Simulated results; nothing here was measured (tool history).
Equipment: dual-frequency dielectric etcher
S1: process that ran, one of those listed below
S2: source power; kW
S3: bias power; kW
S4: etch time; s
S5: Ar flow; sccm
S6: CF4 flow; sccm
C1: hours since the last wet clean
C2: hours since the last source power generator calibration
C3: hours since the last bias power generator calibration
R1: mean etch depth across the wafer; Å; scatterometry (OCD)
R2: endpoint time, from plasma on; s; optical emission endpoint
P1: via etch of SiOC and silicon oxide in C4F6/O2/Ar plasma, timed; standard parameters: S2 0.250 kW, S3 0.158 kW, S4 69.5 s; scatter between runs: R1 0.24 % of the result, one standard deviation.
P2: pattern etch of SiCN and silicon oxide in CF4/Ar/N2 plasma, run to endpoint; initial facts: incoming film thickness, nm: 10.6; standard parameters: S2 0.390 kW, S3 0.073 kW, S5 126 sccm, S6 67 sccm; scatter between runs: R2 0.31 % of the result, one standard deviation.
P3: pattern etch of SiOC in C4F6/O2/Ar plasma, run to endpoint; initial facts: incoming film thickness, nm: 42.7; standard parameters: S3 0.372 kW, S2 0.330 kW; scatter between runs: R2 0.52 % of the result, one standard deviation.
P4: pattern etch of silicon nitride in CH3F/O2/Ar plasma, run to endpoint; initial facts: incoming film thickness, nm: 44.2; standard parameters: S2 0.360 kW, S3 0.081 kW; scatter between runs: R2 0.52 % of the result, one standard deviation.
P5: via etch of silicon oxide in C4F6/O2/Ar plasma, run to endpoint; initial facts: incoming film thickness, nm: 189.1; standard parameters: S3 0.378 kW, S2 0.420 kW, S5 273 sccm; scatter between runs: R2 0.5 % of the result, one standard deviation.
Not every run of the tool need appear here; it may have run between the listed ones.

run 1 day=0.346 | S1=P1 S2=0.250 S3=0.158 S4=69.5 | C1=85.7 C2=1398.2 C3=496.0 | R1=619.00
run 2 day=0.771 | S1=P1 S2=0.250 S3=0.194 S4=69.5 | C1=95.9 C2=1408.4 C3=506.2 | R1=662.75
run 3 day=1.096 | S1=P3 S2=0.330 S3=0.526 | C1=103.7 C2=1416.2 C3=514.0 | R2=14.284
run 4 day=1.458 | S1=P1 S2=0.250 S3=0.158 S4=69.5 | C1=112.4 C2=1424.9 C3=522.7 | R1=617.64
run 5 day=1.833 | S1=P2 S2=0.390 S3=0.073 S5=73 S6=67 | C1=121.4 C2=1433.9 C3=531.7 | R2=12.993
run 6 day=2.046 | S1=P3 S2=0.330 S3=0.372 | C1=126.5 C2=1439.0 C3=536.8 | R2=16.161
run 7 day=2.458 | S1=P1 S2=0.320 S3=0.113 S4=69.5 | C1=136.4 C2=1448.9 C3=546.7 | R1=612.70
run 8 day=2.733 | S1=P5 S2=0.420 S3=0.276 S5=273 | C1=143.0 C2=1455.5 C3=553.3 | R2=50.504
run 9 day=2.946 | S1=P1 S2=0.250 S3=0.158 S4=48.0 | C1=148.1 C2=1460.6 C3=558.4 | R1=425.87
run 10 day=3.254 | S1=P1 S2=0.250 S3=0.158 S4=69.5 | C1=155.5 C2=1468.0 C3=565.8 | R1=619.73
run 11 day=3.679 | S1=P1 S2=0.160 S3=0.158 S4=69.5 | C1=165.7 C2=1478.2 C3=576.0 | R1=518.41
run 12 day=3.962 | S1=P1 S2=0.250 S3=0.158 S4=69.5 | C1=172.5 C2=1485.0 C3=582.8 | R1=618.85
run 13 day=4.296 | S1=P4 S2=0.360 S3=0.081 | C1=180.5 C2=1493.0 C3=590.8 | R2=62.775
run 14 day=4.692 | S1=P5 S2=0.420 S3=0.378 S5=273 | C1=190.0 C2=1502.5 C3=600.3 | R2=44.952
run 15 day=4.896 | S1=P2 S2=0.390 S3=0.073 S5=126 S6=85 | C1=194.9 C2=1507.4 C3=605.2 | R2=13.604
run 16 day=5.154 | S1=P5 S2=0.420 S3=0.378 S5=273 | C1=201.1 C2=1513.6 C3=611.4 | R2=45.176
run 17 day=5.350 | S1=P1 S2=0.250 S3=0.102 S4=69.5 | C1=205.8 C2=1518.3 C3=616.1 | R1=540.87
run 18 day=5.712 | S1=P2 S2=0.310 S3=0.073 S5=126 S6=67 | C1=214.5 C2=1527.0 C3=624.8 | R2=17.218
run 19 day=6.117 | S1=P4 S2=0.490 S3=0.081 | C1=224.2 C2=1536.7 C3=634.5 | R2=56.773
-- day=6.338 bias power generator calibrated
run 20 day=6.450 | S1=P1 S2=0.300 S3=0.158 S4=69.5 | C1=232.2 C2=1544.7 C3=2.8 | R1=660.49
run 21 day=6.675 | S1=P2 S2=0.390 S3=0.046 S5=126 S6=67 | C1=237.6 C2=1550.1 C3=8.2 | R2=16.460
run 22 day=7.083 | S1=P1 S2=0.250 S3=0.158 S4=90.5 | C1=247.4 C2=1559.9 C3=18.0 | R1=802.58
run 23 day=7.496 | S1=P2 S2=0.390 S3=0.073 S5=126 S6=67 | C1=257.3 C2=1569.8 C3=27.9 | R2=14.042

What does the tool deliver on the next run?
-- day=7.675 wet clean of the chamber
run 24 day=7.825 | S1=P1 S2=0.190 S3=0.111 S4=69.5 | C1=3.6 C2=1577.7 C3=35.8 | R1=?

{"run 24": {"R1": 496.66}}
